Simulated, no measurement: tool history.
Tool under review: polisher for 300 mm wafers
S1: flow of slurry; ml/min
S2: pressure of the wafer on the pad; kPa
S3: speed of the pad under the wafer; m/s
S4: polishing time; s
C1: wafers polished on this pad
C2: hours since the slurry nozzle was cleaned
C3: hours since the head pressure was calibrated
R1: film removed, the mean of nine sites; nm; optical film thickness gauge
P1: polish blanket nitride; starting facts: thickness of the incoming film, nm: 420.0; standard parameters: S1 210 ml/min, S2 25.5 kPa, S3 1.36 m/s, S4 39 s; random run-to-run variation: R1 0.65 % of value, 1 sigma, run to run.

run,hour,S1,S2,S3,S4,C1,C2,C3,R1
1,7.4,210,25.5,1.36,39,460,526.3,279.8,77.238
2,14.3,210,25.5,1.36,39,514,533.2,286.7,76.686
3,19.2,210,12.4,1.36,39,553,538.1,291.6,37.159
4,23.7,300,25.5,1.36,39,588,542.6,296.1,79.912
5,29.0,315,25.5,0.80,39,630,547.9,301.4,52.453
6,33.1,210,25.5,1.36,51,662,552.0,305.5,100.180
7,38.2,210,25.5,1.36,39,702,557.1,310.6,76.484
8,43.3,210,25.5,0.62,39,742,562.2,315.7,40.649
9,47.5,210,25.5,2.00,39,774,566.4,319.9,105.300
10,51.2,210,11.7,1.36,18,803,570.1,323.6,16.219
11,55.4,210,25.5,1.36,23,836,574.3,327.8,45.180
12,62.5,125,25.5,1.36,39,892,581.4,334.9,70.574
13,68.3,125,25.5,1.36,52,937,587.2,340.7,93.663
14,72.9,210,25.5,1.36,39,973,591.8,345.3,76.742
15,79.0,210,39.3,1.36,39,1021,597.9,351.4,119.140
16,85.5,210,25.5,1.36,39,1072,604.4,357.9,77.054
17,90.5,210,25.5,1.36,39,1111,609.4,362.9,74.320
18,97.2,210,25.5,1.36,39,1164,616.1,369.6,73.790
19,100.7,210,25.5,1.36,39,1191,619.6,373.1,72.953
# hour 101.4: head pressure recalibrated
20,104.3,210,25.5,1.36,39,1219,623.2,2.9,71.996
21,109.6,210,25.5,1.36,39,1261,628.5,8.2,72.301

For run 22, what comes out?
22,116.5,210,25.5,1.36,39,1315,635.4,15.1,?

{"run 22": {"R1": 72.091}}
